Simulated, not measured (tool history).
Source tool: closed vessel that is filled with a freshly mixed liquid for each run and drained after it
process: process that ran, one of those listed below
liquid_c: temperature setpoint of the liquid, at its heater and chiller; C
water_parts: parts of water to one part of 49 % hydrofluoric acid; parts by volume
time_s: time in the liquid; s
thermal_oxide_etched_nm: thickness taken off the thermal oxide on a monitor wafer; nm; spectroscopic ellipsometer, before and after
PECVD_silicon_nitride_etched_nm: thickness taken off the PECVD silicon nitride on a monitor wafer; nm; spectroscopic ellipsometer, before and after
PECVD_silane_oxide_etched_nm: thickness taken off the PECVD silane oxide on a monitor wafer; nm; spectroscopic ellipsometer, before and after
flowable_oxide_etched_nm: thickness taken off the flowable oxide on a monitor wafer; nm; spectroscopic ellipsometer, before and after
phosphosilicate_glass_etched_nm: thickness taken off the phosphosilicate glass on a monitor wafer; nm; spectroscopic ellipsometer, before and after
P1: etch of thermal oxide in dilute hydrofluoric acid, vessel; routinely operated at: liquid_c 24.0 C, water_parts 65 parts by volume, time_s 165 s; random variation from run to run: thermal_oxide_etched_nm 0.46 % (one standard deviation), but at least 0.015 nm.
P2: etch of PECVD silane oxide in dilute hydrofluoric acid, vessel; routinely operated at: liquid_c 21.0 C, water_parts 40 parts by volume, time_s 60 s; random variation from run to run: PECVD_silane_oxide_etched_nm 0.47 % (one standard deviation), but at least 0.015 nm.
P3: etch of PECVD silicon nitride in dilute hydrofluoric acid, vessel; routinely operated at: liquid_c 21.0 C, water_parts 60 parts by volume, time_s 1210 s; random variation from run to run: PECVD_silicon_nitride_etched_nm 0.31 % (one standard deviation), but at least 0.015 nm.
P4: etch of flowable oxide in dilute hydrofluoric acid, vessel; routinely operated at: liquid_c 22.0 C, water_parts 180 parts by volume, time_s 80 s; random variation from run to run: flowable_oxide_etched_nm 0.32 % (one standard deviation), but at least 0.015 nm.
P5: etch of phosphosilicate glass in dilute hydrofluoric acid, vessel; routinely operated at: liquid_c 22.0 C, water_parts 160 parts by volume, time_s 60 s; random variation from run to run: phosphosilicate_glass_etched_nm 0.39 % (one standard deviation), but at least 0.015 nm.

run,hour,process,liquid_c,water_parts,time_s,thermal_oxide_etched_nm,PECVD_silicon_nitride_etched_nm,PECVD_silane_oxide_etched_nm,flowable_oxide_etched_nm,phosphosilicate_glass_etched_nm
1,8.6,P1,24.0,65,165,12.2910,,,,
2,19.4,P1,24.0,65,30,2.2420,,,,
3,27.9,P1,24.0,65,165,12.2270,,,,
4,39.3,P3,21.0,25,1210,,100.680,,,
5,49.0,P1,24.0,105,165,7.2215,,,,
6,57.1,P1,24.0,65,165,12.2690,,,,
7,66.7,P2,21.0,40,60,,,21.297,,
8,78.3,P4,22.0,180,80,,,,22.7290,
9,86.1,P1,17.0,65,290,16.0440,,,,
10,95.1,P5,22.0,160,110,,,,,50.819
11,104.4,P2,21.0,65,60,,,12.646,,
12,112.6,P4,22.0,50,80,,,,94.8730,
13,120.8,P5,22.0,70,60,,,,,70.565
14,129.8,P3,21.0,60,1210,,42.957,,,
15,138.6,P1,24.0,65,165,12.4830,,,,
16,144.8,P5,22.0,160,60,,,,,27.556
17,151.7,P3,21.0,60,1210,,43.114,,,
18,159.7,P4,22.0,180,30,,,,8.5461,
19,166.5,P4,17.0,180,80,,,,18.7160,
20,175.1,P1,24.0,65,165,12.3400,,,,
21,182.7,P5,29.0,160,60,,,,,35.636
22,191.2,P1,29.5,65,165,15.4460,,,,
23,199.6,P1,24.0,30,165,27.7940,,,,
24,209.3,P1,19.0,65,165,10.0450,,,,
25,219.2,P5,22.0,160,60,,,,,27.834
26,225.9,P3,17.0,60,1210,,32.555,,,
27,233.3,P2,17.0,40,60,,,17.879,,
28,243.0,P1,24.0,65,165,12.3630,,,,
29,254.7,P1,24.0,65,260,19.3480,,,,
30,264.4,P2,21.0,40,105,,,37.134,,
31,271.6,P1,30.0,65,35,3.3029,,,,
32,277.7,P3,21.0,60,2320,,81.996,,,
33,284.1,P1,18.0,65,70,4.0575,,,,
34,293.2,P1,24.0,65,165,12.2760,,,,
35,302.8,P1,24.0,65,165,11.7130,,,,
36,309.7,P1,24.0,65,165,11.5020,,,,
37,319.3,P1,24.0,65,165,11.4020,,,,
38,324.4,P1,24.0,65,165,11.2890,,,,
39,335.7,P1,24.0,65,165,11.3320,,,,
40,345.0,P1,24.0,65,165,11.2440,,,,

What P1 gives has crept off from where it sat before. The 2 causes that follow fit the log equally well, each at the size noted:
A: liquid colder than its thermometer reads (K) = 2.29
B: hydrofluoric acid flow below the setpoint (%) = 8.26
At approximately hour 293.2, the process output began to creep.

Which of the 4 check runs listed below separates the causes, so that each cause would produce a clearly different result? Each run uses one wafer, and its results are marked with question marks.
check 1,354.3,P3,17.0,60,1210,,?,,,
check 2,354.3,P4,17.0,180,30,,,,?,
check 3,354.3,P5,22.0,75,105,,,,,?
check 4,354.3,P2,17.5,60,60,,,?,,

If the cause were each of the candidates in turn, the checks would give the following:
check,result,if A,if B
check 1,PECVD_silicon_nitride_etched_nm,27.579,29.875
check 2,flowable_oxide_etched_nm,6.3742,6.3245
check 3,phosphosilicate_glass_etched_nm,103.420,103.480
check 4,PECVD_silane_oxide_etched_nm,10.802,10.881
Distance between the nearest two causes, measured in the result of the check that separates them most: check 1 8 %; check 2 0.78 %; check 3 0.06 %; check 4 0.73 %
Only check 1 tells the causes apart: in the others they would give nearly the same result.

Then check 1 was run and gave: PECVD_silicon_nitride_etched_nm 27.591 nm. Which cause is it?

It was cause A: liquid colder than its thermometer reads (K).
